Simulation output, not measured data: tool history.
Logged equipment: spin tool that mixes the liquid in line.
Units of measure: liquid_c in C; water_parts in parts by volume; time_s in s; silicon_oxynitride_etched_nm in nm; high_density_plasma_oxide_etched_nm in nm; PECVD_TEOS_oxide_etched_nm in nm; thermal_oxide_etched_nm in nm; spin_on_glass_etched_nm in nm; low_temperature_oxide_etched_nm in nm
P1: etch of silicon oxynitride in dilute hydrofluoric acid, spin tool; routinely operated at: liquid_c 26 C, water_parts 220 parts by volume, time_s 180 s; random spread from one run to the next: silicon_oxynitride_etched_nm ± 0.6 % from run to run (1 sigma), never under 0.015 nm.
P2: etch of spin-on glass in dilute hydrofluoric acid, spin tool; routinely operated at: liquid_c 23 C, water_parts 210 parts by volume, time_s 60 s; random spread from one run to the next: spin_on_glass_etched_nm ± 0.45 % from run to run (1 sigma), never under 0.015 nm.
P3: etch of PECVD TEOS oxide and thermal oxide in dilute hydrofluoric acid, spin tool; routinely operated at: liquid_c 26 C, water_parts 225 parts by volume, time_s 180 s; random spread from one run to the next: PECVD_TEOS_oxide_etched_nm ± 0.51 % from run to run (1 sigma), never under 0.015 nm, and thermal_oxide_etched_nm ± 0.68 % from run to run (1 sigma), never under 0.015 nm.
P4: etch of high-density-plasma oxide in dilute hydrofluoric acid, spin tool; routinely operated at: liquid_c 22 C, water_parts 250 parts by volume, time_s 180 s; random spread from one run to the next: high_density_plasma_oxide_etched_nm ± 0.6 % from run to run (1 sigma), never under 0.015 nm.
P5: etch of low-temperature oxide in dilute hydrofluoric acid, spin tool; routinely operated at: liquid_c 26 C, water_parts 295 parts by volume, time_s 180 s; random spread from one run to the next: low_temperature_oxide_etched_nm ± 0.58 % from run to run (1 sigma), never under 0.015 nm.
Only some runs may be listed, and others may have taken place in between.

run   hour  process  liquid_c  water_parts  time_s  hours since the thermometer was replaced  hours since the hydrofluoric acid flow meter was replaced  silicon_oxynitride_etched_nm  high_density_plasma_oxide_etched_nm  PECVD_TEOS_oxide_etched_nm  thermal_oxide_etched_nm  spin_on_glass_etched_nm  low_temperature_oxide_etched_nm
  1    3.4       P1        26          220     180                                     552.9                                                        522                        4.0077
  2    7.3       P1        26          220      35                                     556.8                                                      525.9                       0.74744
  3     11       P1        26          220     180                                     560.5                                                      529.6                        3.9859
  4   13.5       P4        22          250     180                                       563                                                      532.1                                                             3.4106
  5   15.6       P3        26           80     180                                     565.1                                                      534.2                                                                                         44.857                   11.752
  6   17.5       P4        22           50     180                                       567                                                      536.1                                                             21.524
  7   19.7       P2        23          210      25                                     569.2                                                      538.3                                                                                                                                           5.7715
  8   23.2       P1        21          220     180                                     572.7                                                      541.8                        3.1865
  9   25.2       P4        22          250     180                                     574.7                                                      543.8                                                             3.4421
 10   27.9       P2        17          210      60                                     577.4                                                      546.5                                                                                                                                           10.952
 11   30.9       P4        22          250     300                                     580.4                                                      549.5                                                             5.7278
 12   33.5       P2        23          210      60                                       583                                                      552.1                                                                                                                                           13.802
 13   37.5       P1        26          220     180                                       587                                                      556.1                        4.0289
 14   41.3       P1      31.5          220     180                                     590.8                                                      559.9                        5.1006
 15   43.8       P5        20          295     180                                     593.3                                                      562.4                                                                                                                                                                            5.5323
 16   45.8       P1        26          380     180                                     595.3                                                      564.4                        2.0927
 17   49.9       P1        26          220     180                                     599.4                                                      568.5                        4.0292
 18   53.3       P3        26          225     285                                     602.8                                                      571.9                                                                                         21.122                   5.5982
 19   57.5       P1        30          145     180                                       607                                                      576.1                        7.7292
 20   60.8       P5        26          450     180                                     610.3                                                      579.4                                                                                                                                                                            3.8495
 21   62.7       P1      32.5          220      25                                     612.2                                                      581.3                       0.75357
 22   66.2       P1        19           60     180                                     615.7                                                      584.8                        12.001
 23   68.2       P3      19.5          225     180                                     617.7                                                      586.8                                                                                         10.572                   2.7468
 24   70.1       P5        26          295     180                                     619.6                                                      588.7                                                                                                                                                                            6.7374
 25   72.7       P3        26          225     180                                     622.2                                                      591.3                                                                                         13.465                    3.511
 26   75.1       P1        26          220     305                                     624.6                                                      593.7                        6.7053
 27   78.2       P5        26          295     280                                     627.7                                                      596.8                                                                                                                                                                            10.593
 28   82.2       P1        26          220     180                                     631.7                                                      600.8                        3.9713
 29   84.5       P2        23          210      60                                       634                                                      603.1                                                                                                                                           13.954
 30     88       P3        26          225     180                                     637.5                                                      606.6                                                                                         13.436                   3.4822
 31   91.9       P1        26          220     180                                     641.4                                                      610.5                        4.0532
 32     96       P1        26          115     180                                     645.5                                                      614.6                        8.3506
      96.9  -- hydrofluoric acid flow meter replaced
 33   99.2       P2        23          100      60                                     648.7                                                        2.4                                                                                                                                           32.821
 34  102.4       P4        17          250     180                                     651.9                                                        5.6                                                             2.8625
 35  104.3       P5        26          295     180                                     653.8                                                        7.5                                                                                                                                                                            6.7676
 36  108.4       P1        26          220     180                                     657.9                                                       11.6                        4.0236
 37  111.6       P1        26          220     180                                     661.1                                                       14.8                        3.8791
 38  115.1       P1        26          220     180                                     664.6                                                       18.3                         3.796
 39  118.5       P1        26          220     180                                       668                                                       21.7                        3.7579
 40    121       P1        26          220     180                                     670.5                                                       24.2                        3.7155
 41  124.7       P1        26          220     180                                     674.2                                                       27.9                        3.7383
 42    129       P1        26          220     180                                     678.5                                                       32.2                        3.7309

What P1 gives has crept away from where it was. These 2 causes fit the log equally well, each at the size given:
A: hydrofluoric acid flow below the setpoint (%) = 6.27
B: liquid colder than its thermometer reads (K) = 1.75
The drift started at roughly hour 108.4.

Of the 4 check runs below, each run on 2 wafers with the results averaged and each result still a question mark, which one would tell the listed causes apart?
check 1  133.3       P3        26           90     180                                                                                                                                                                                                   ?                        ?
check 2  133.3       P5        26          445     265                                                                                                                                                                                                                                                                                      ?
check 3  133.3       P2        23          110      30                                                                                                                                                                                                                                                     ?
check 4  133.3       P4        22           95     180                                                                                                                                                                       ?

Expected result of each check under each candidate cause:
  check                               result    if A    if B
check 1           PECVD_TEOS_oxide_etched_nm  36.705  36.831
check 1              thermal_oxide_etched_nm  9.5713  9.6042
check 2      low_temperature_oxide_etched_nm  5.2482  5.4401
check 3              spin_on_glass_etched_nm  13.715  13.761
check 4  high_density_plasma_oxide_etched_nm  9.9408  9.9484
Gap, in per cent, between the two causes that each check separates least, read from the result that separates them most: check 1 0.34 %; check 2 3.59 %; check 3 0.34 %; check 4 0.08 %
The causes can be told apart only by check 2. The other checks would give nearly the same results under each of them.

With check 2 done, the readings were: low_temperature_oxide_etched_nm 5.457 nm. Identify which of the listed causes applies.

It was cause B: liquid colder than its thermometer reads (K).
